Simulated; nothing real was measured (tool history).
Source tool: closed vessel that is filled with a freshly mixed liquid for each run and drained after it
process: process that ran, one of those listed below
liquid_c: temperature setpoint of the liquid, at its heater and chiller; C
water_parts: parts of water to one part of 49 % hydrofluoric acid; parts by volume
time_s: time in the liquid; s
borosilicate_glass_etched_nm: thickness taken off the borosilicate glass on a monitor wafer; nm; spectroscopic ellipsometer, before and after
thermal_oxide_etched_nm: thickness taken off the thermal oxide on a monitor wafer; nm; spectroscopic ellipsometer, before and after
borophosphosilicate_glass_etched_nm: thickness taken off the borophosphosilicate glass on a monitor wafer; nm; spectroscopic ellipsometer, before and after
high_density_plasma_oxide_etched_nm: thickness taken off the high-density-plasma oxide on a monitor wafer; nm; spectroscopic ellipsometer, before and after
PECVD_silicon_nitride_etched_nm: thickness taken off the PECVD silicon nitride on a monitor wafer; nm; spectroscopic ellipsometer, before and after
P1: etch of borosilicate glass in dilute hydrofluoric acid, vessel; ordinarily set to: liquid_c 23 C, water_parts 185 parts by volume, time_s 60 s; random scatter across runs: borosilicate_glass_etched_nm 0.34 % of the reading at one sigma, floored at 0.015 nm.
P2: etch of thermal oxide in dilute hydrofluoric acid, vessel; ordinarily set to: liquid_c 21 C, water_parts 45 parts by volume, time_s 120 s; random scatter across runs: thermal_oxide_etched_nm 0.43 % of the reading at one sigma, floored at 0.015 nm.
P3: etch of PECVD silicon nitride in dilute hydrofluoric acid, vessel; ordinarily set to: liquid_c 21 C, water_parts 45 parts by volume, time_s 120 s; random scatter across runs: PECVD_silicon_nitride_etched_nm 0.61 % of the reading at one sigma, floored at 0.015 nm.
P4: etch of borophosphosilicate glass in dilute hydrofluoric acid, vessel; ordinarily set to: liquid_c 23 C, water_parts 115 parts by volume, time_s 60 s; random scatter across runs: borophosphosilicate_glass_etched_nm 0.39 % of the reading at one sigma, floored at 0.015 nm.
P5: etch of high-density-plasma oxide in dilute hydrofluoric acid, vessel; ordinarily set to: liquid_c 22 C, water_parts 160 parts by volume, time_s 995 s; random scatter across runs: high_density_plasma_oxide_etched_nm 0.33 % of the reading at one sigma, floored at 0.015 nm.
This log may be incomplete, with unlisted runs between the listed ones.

run   hour  process  liquid_c  water_parts  time_s  borosilicate_glass_etched_nm  thermal_oxide_etched_nm  borophosphosilicate_glass_etched_nm  high_density_plasma_oxide_etched_nm  PECVD_silicon_nitride_etched_nm
  1    6.3       P1        23          185      60                        7.8228
  2   12.1       P2      27.5           45     120                                                 15.551
  3   16.7       P1        23          185      60                        7.7761
  4   23.1       P4        17          115      60                                                                                        19.4
  5   26.6       P2        21           75     120                                                  6.898
  6   30.2       P4        23          115      60                                                                                      24.925
  7   36.2       P2        21           45     120                                                 11.968
  8   40.3       P5        22          160     995                                                                                                                           42.502
  9     45       P1      18.5          325      60                         3.312
 10   50.2       P4        23          115      30                                                                                      12.391
 11   56.2       P3        21           20     120                                                                                                                                                             11.81
 12   60.6       P1        17          185      60                        6.1611
 13   66.3       P3        21           45     120                                                                                                                                                            5.4635
        67  -- thermometer replaced
 14   73.6       P1        23          285      60                        4.5576
 15     80       P4        23          115      60                                                                                      24.748
 16   84.4       P3        21           45      45                                                                                                                                                            2.0235
 17   88.7       P1        23          185     115                        14.914
 18   94.6       P5        22           90     995                                                                                                                           81.974
 19    102       P4        23          180      60                                                                                      14.712
 20  106.7       P1      27.5          185      60                        9.2033
 21  113.8       P5        22          160     995                                                                                                                           42.505
 22  118.3       P1        23          185      60                        7.8151
 23  122.2       P2        21           45      30                                                 2.9527
 24  126.4       P1        23           35      60                        49.213
 25  133.2       P1        23          185      60                        7.7756
 26  140.6       P1        23           45      35                         21.99
 27  146.1       P1        23          185      60                        7.7886
 28  152.9       P1        23          185      30                        3.8809
 29  160.3       P5        22          160      85                                                                                                                           3.6232
 30  166.5       P3        25           45     120                                                                                                                                                            7.1865
 31  173.5       P5        17          160     995                                                                                                                           34.547
 32  181.1       P1        23          185      60                        7.8412
 33  187.8       P1        23          185      60                        7.6412
 34  194.2       P1        23          185      60                        7.4706
 35  200.8       P1        23          185      60                        7.4414
 36  206.4       P1        23          185      60                        7.4072
 37  212.3       P1        23          185      60                        7.3726

What will run 38 give?
 38  216.6       P1        23          185      60                             ?

Run 38 gave borosilicate_glass_etched_nm 7.3879 nm.
